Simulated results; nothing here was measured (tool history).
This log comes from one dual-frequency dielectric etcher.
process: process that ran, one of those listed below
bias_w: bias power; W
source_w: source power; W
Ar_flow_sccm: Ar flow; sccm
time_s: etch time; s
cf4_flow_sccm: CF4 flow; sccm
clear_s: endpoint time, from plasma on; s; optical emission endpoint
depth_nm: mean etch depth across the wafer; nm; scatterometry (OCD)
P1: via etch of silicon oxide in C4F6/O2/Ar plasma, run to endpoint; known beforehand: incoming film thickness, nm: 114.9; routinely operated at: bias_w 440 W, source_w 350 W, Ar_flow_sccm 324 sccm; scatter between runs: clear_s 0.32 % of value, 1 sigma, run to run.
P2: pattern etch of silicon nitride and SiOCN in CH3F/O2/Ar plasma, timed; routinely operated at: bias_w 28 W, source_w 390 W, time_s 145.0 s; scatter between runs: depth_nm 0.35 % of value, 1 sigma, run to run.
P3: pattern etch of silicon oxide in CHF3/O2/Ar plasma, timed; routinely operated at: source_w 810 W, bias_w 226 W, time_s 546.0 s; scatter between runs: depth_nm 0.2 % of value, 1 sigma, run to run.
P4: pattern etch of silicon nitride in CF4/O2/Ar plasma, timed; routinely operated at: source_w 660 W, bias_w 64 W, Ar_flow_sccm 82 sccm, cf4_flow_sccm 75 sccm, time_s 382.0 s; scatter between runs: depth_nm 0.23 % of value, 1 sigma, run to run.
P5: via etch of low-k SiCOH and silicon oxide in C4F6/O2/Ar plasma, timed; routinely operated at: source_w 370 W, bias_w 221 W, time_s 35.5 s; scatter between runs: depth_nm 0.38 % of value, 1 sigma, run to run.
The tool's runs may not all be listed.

| run | day | process | bias_w | source_w | Ar_flow_sccm | time_s | cf4_flow_sccm | hours since the last wet clean | hours since the last bias power generator calibration | hours since the last source power generator calibration | hours since the last Ar flow controller change | clear_s | depth_nm |
|---|---|---|---|---|---|---|---|---|---|---|---|---|---|
| 1 | 0.196 | P1 | 440 | 350 | 324 |  |  | 121.9 | 1484.8 | 1851.8 | 4291.8 | 28.496 |  |
| 2 | 0.488 | P1 | 440 | 350 | 257 |  |  | 128.9 | 1491.8 | 1858.8 | 4298.8 | 27.802 |  |
| 3 | 0.692 | P1 | 440 | 290 | 422 |  |  | 133.8 | 1496.7 | 1863.7 | 4303.7 | 31.809 |  |
| 4 | 0.938 | P1 | 306 | 350 | 324 |  |  | 139.7 | 1502.6 | 1869.6 | 4309.6 | 32.575 |  |
| 5 | 1.354 | P1 | 440 | 350 | 324 |  |  | 149.7 | 1512.6 | 1879.6 | 4319.6 | 28.718 |  |
| 6 | 1.671 | P3 | 226 | 810 |  | 300.5 |  | 157.3 | 1520.2 | 1887.2 | 4327.2 |  | 750.510 |
|  | 1.733 | wet clean of the chamber |
| 7 | 2.004 | P1 | 617 | 350 | 324 |  |  | 6.6 | 1528.2 | 1895.2 | 4335.2 | 25.174 |  |
| 8 | 2.429 | P4 | 64 | 660 | 82 | 382.0 | 45 | 16.8 | 1538.4 | 1905.4 | 4345.4 |  | 941.020 |
| 9 | 2.738 | P1 | 440 | 350 | 324 |  |  | 24.2 | 1545.8 | 1912.8 | 4352.8 | 28.540 |  |
| 10 | 2.975 | P3 | 226 | 990 |  | 546.0 |  | 29.9 | 1551.5 | 1918.5 | 4358.5 |  | 1478.500 |
| 11 | 3.329 | P5 | 221 | 460 |  | 35.5 |  | 38.4 | 1560.0 | 1927.0 | 4367.0 |  | 102.630 |
| 12 | 3.717 | P1 | 440 | 350 | 324 |  |  | 47.7 | 1569.3 | 1936.3 | 4376.3 | 28.640 |  |
| 13 | 3.942 | P1 | 559 | 280 | 324 |  |  | 53.1 | 1574.7 | 1941.7 | 4381.7 | 28.445 |  |
| 14 | 4.179 | P2 | 28 | 470 |  | 145.0 |  | 58.8 | 1580.4 | 1947.4 | 4387.4 |  | 22.511 |
| 15 | 4.454 | P4 | 64 | 660 | 82 | 382.0 | 75 | 65.4 | 1587.0 | 1954.0 | 4394.0 |  | 1005.200 |
| 16 | 4.671 | P3 | 226 | 810 |  | 546.0 |  | 70.6 | 1592.2 | 1959.2 | 4399.2 |  | 1366.300 |
| 17 | 5.088 | P4 | 64 | 660 | 67 | 382.0 | 75 | 80.6 | 1602.2 | 1969.2 | 4409.2 |  | 1024.200 |
| 18 | 5.512 | P4 | 44 | 660 | 82 | 382.0 | 75 | 90.8 | 1612.4 | 1979.4 | 4419.4 |  | 870.950 |
| 19 | 5.888 | P5 | 143 | 370 |  | 35.5 |  | 99.8 | 1621.4 | 1988.4 | 4428.4 |  | 81.989 |
| 20 | 6.225 | P1 | 440 | 350 | 324 |  |  | 107.9 | 1629.5 | 1996.5 | 4436.5 | 28.528 |  |
| 21 | 6.483 | P4 | 64 | 540 | 82 | 382.0 | 75 | 114.1 | 1635.7 | 2002.7 | 4442.7 |  | 842.690 |
| 22 | 6.929 | P5 | 221 | 370 |  | 35.5 |  | 124.8 | 1646.4 | 2013.4 | 4453.4 |  | 95.235 |
| 23 | 7.258 | P2 | 28 | 390 |  | 94.5 |  | 132.7 | 1654.3 | 2021.3 | 4461.3 |  | 13.711 |
| 24 | 7.654 | P1 | 440 | 350 | 402 |  |  | 142.2 | 1663.8 | 2030.8 | 4470.8 | 29.372 |  |
| 25 | 7.950 | P2 | 28 | 390 |  | 145.0 |  | 149.3 | 1670.9 | 2037.9 | 4477.9 |  | 21.094 |
| 26 | 8.246 | P5 | 221 | 370 |  | 35.5 |  | 156.4 | 1678.0 | 2045.0 | 4485.0 |  | 94.697 |
| 27 | 8.533 | P4 | 64 | 660 | 82 | 253.5 | 75 | 163.3 | 1684.9 | 2051.9 | 4491.9 |  | 663.700 |
| 28 | 8.829 | P2 | 23 | 390 |  | 145.0 |  | 170.4 | 1692.0 | 2059.0 | 4499.0 |  | 19.256 |
| 29 | 9.179 | P3 | 226 | 810 |  | 546.0 |  | 178.8 | 1700.4 | 2067.4 | 4507.4 |  | 1359.700 |
| 30 | 9.429 | P1 | 440 | 220 | 324 |  |  | 184.8 | 1706.4 | 2073.4 | 4513.4 | 34.065 |  |
| 31 | 9.696 | P3 | 269 | 810 |  | 546.0 |  | 191.2 | 1712.8 | 2079.8 | 4519.8 |  | 1449.000 |
| 32 | 10.029 | P1 | 440 | 460 | 324 |  |  | 199.2 | 1720.8 | 2087.8 | 4527.8 | 25.818 |  |
| 33 | 10.404 | P5 | 221 | 370 |  | 52.0 |  | 208.2 | 1729.8 | 2096.8 | 4536.8 |  | 138.730 |
| 34 | 10.767 | P1 | 440 | 350 | 324 |  |  | 216.9 | 1738.5 | 2105.5 | 4545.5 | 28.588 |  |
| 35 | 11.046 | P1 | 440 | 350 | 324 |  |  | 223.6 | 1745.2 | 2112.2 | 4552.2 | 28.754 |  |
| 36 | 11.392 | P1 | 440 | 350 | 324 |  |  | 231.9 | 1753.5 | 2120.5 | 4560.5 | 28.935 |  |
| 37 | 11.671 | P1 | 440 | 350 | 324 |  |  | 238.6 | 1760.2 | 2127.2 | 4567.2 | 28.889 |  |
| 38 | 11.929 | P1 | 440 | 350 | 324 |  |  | 244.8 | 1766.4 | 2133.4 | 4573.4 | 29.151 |  |
|  | 11.950 | wet clean of the chamber |
| 39 | 12.183 | P1 | 440 | 350 | 324 |  |  | 5.7 | 1772.5 | 2139.5 | 4579.5 | 29.060 |  |
| 40 | 12.533 | P1 | 440 | 350 | 324 |  |  | 14.1 | 1780.9 | 2147.9 | 4587.9 | 29.187 |  |
| 41 | 12.921 | P1 | 440 | 350 | 324 |  |  | 23.4 | 1790.2 | 2157.2 | 4597.2 | 29.163 |  |

Compared with where it was, what P1 gives has crept away. Each cause listed below fits the log as well as the rest, at the size given for it:
A: bias power that arrives under what is set, % = 4.58
B: source power that arrives under what is set, % = 4.56
The creep began at about day 10.767.
The rest of the possible causes, and what rules out each one:
chamber walls in a state that lowers the etch rate, %: maintenance at day 11.950, after the shift began, did not return the process to its former output
Ar flow that arrives over what is set, %: can reach only 8, and even then clear_s would move by +0.9 %, too little or the wrong way

Which of the 4 check runs listed below separates the causes, so that each cause would produce a clearly different result? Each run uses one wafer, and its results are marked with question marks.
| check 1 | 13.308 | P5 | 221 | 370 |  | 35.5 |  |  |  |  |  |  | ? |
| check 2 | 13.308 | P2 | 28 | 390 |  | 145.0 |  |  |  |  |  |  | ? |
| check 3 | 13.308 | P3 | 226 | 810 |  | 546.0 |  |  |  |  |  |  | ? |
| check 4 | 13.308 | P4 | 64 | 660 | 82 | 382.0 | 75 |  |  |  |  |  | ? |

How each check would come out, cause by cause:
| check | result | if A | if B |
|---|---|---|---|
| check 1 | depth_nm | 92.970 | 92.742 |
| check 2 | depth_nm | 20.598 | 20.719 |
| check 3 | depth_nm | 1343.100 | 1340.900 |
| check 4 | depth_nm | 985.690 | 963.990 |
Separation of the two closest causes in each check, using whichever result separates them best: check 1 0.25 %; check 2 0.59 %; check 3 0.16 %; check 4 2.23 %
Check 4 tells the causes apart: in the others they would give nearly the same result.

The results of check 4 are: depth_nm 963.980 nm. Based on these, which of the listed causes is it?

The correct cause is B, namely: source power that arrives under what is set, %.
